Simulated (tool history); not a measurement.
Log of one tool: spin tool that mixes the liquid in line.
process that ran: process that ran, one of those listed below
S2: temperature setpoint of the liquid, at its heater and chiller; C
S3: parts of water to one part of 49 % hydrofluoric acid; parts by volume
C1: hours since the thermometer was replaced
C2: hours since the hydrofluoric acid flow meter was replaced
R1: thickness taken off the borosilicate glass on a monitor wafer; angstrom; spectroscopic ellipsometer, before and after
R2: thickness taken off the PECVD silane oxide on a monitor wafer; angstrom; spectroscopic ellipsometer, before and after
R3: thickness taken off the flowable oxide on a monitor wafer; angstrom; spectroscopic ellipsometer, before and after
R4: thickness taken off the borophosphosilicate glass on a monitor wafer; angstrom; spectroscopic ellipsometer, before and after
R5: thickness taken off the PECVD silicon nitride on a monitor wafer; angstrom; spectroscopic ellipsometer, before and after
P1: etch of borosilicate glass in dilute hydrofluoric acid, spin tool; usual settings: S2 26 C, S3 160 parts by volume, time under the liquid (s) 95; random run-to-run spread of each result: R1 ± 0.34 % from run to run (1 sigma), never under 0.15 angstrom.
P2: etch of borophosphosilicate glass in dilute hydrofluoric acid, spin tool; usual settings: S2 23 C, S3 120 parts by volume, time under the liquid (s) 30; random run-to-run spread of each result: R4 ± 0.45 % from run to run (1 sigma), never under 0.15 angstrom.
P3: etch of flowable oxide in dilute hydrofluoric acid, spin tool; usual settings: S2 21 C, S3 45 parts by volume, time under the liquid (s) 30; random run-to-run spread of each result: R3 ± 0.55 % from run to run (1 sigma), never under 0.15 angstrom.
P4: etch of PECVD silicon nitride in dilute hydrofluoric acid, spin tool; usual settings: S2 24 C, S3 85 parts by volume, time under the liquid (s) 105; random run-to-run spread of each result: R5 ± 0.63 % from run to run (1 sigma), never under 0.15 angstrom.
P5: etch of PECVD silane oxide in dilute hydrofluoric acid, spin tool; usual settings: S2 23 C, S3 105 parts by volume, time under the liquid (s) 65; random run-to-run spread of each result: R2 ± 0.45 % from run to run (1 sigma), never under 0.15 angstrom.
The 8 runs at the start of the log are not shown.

{"run": 9, "hour": 71.6, "process that ran": "P2", "S2": 17, "S3": 120, "time under the liquid (s)": 30, "C1": 1278.9, "C2": 437, "R4": 91.625}
{"run": 10, "hour": 78.7, "process that ran": "P2", "S2": 23, "S3": 120, "time under the liquid (s)": 45, "C1": 1286, "C2": 444.1, "R4": 174.91}
{"run": 11, "hour": 89.5, "process that ran": "P1", "S2": 33, "S3": 160, "time under the liquid (s)": 95, "C1": 1296.8, "C2": 454.9, "R1": 275.79}
{"run": 12, "hour": 95.6, "process that ran": "P4", "S2": 24, "S3": 85, "time under the liquid (s)": 215, "C1": 1302.9, "C2": 461, "R5": 90.181}
{"run": 13, "hour": 104.2, "process that ran": "P3", "S2": 21, "S3": 70, "time under the liquid (s)": 30, "C1": 1311.5, "C2": 469.6, "R3": 202.37}
{"run": 14, "hour": 113.5, "process that ran": "P3", "S2": 21, "S3": 45, "time under the liquid (s)": 30, "C1": 1320.8, "C2": 478.9, "R3": 324.49}
{"run": 15, "hour": 118.9, "process that ran": "P1", "S2": 26, "S3": 160, "time under the liquid (s)": 95, "C1": 1326.2, "C2": 484.3, "R1": 213.98}
{"run": 16, "hour": 126.3, "process that ran": "P1", "S2": 26, "S3": 160, "time under the liquid (s)": 15, "C1": 1333.6, "C2": 491.7, "R1": 33.619}
{"run": 17, "hour": 135.4, "process that ran": "P1", "S2": 26, "S3": 160, "time under the liquid (s)": 165, "C1": 1342.7, "C2": 500.8, "R1": 371.55}
{"run": 18, "hour": 142.8, "process that ran": "P3", "S2": 28, "S3": 45, "time under the liquid (s)": 30, "C1": 1350.1, "C2": 508.2, "R3": 435.15}
{"run": 19, "hour": 150.1, "process that ran": "P5", "S2": 31, "S3": 105, "time under the liquid (s)": 65, "C1": 1357.4, "C2": 515.5, "R2": 169.6}
{"run": 20, "hour": 155.7, "process that ran": "P4", "S2": 24, "S3": 85, "time under the liquid (s)": 105, "C1": 1363, "C2": 521.1, "R5": 44.182}
{"run": 21, "hour": 166.8, "process that ran": "P5", "S2": 23, "S3": 105, "time under the liquid (s)": 65, "C1": 1374.1, "C2": 532.2, "R2": 124.63}
{"run": 22, "hour": 175.7, "process that ran": "P5", "S2": 23, "S3": 190, "time under the liquid (s)": 65, "C1": 1383, "C2": 541.1, "R2": 62.892}

For run 23, what comes out?
{"run": 23, "hour": 182.8, "process that ran": "P1", "S2": 26, "S3": 270, "time under the liquid (s)": 95, "C1": 1390.1, "C2": 548.2, "R1": "?"}

{"run 23": {"R1": 112.39}}

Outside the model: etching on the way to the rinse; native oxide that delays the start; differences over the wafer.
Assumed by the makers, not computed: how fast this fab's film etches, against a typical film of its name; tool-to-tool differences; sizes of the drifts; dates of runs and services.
